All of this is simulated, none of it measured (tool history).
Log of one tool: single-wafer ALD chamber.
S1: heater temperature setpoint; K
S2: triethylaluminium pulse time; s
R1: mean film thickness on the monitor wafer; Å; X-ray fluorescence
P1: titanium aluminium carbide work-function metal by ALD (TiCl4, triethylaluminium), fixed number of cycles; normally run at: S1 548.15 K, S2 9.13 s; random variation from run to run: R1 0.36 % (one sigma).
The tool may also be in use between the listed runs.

run 1 hour=8.1 | S1=548.15 S2=9.13 | R1=16.947
run 2 hour=17.8 | S1=548.15 S2=3.33 | R1=12.048
run 3 hour=33.2 | S1=526.15 S2=11.99 | R1=15.518
run 4 hour=42.4 | S1=523.15 S2=9.13 | R1=15.032
run 5 hour=54.8 | S1=548.15 S2=9.13 | R1=16.833
run 6 hour=65.5 | S1=548.15 S2=15.07 | R1=17.566
run 7 hour=78.6 | S1=548.15 S2=9.13 | R1=16.864
run 8 hour=89 | S1=561.15 S2=9.13 | R1=17.995
run 9 hour=98.2 | S1=570.15 S2=12.5 | R1=19.393
run 10 hour=111.6 | S1=566.15 S2=6.45 | R1=17.111
run 11 hour=124.5 | S1=548.15 S2=9.13 | R1=16.963
run 12 hour=139.8 | S1=548.15 S2=9.13 | R1=16.916
run 13 hour=151.7 | S1=548.15 S2=9.13 | R1=16.743
run 14 hour=163.8 | S1=548.15 S2=9.13 | R1=16.766
run 15 hour=173.8 | S1=548.15 S2=9.13 | R1=16.677
run 16 hour=181.5 | S1=548.15 S2=9.13 | R1=16.503
run 17 hour=191.8 | S1=548.15 S2=9.13 | R1=16.511
run 18 hour=200.8 | S1=548.15 S2=9.13 | R1=16.553
run 19 hour=207.5 | S1=548.15 S2=9.13 | R1=16.592
run 20 hour=222.8 | S1=548.15 S2=9.13 | R1=16.39
run 21 hour=238.3 | S1=548.15 S2=9.13 | R1=16.441
run 22 hour=250.5 | S1=548.15 S2=9.13 | R1=16.428

Forecast run 23:
run 23 hour=264.5 | S1=548.15 S2=9.13 | R1=?

{"run 23": {"R1": 16.474}}

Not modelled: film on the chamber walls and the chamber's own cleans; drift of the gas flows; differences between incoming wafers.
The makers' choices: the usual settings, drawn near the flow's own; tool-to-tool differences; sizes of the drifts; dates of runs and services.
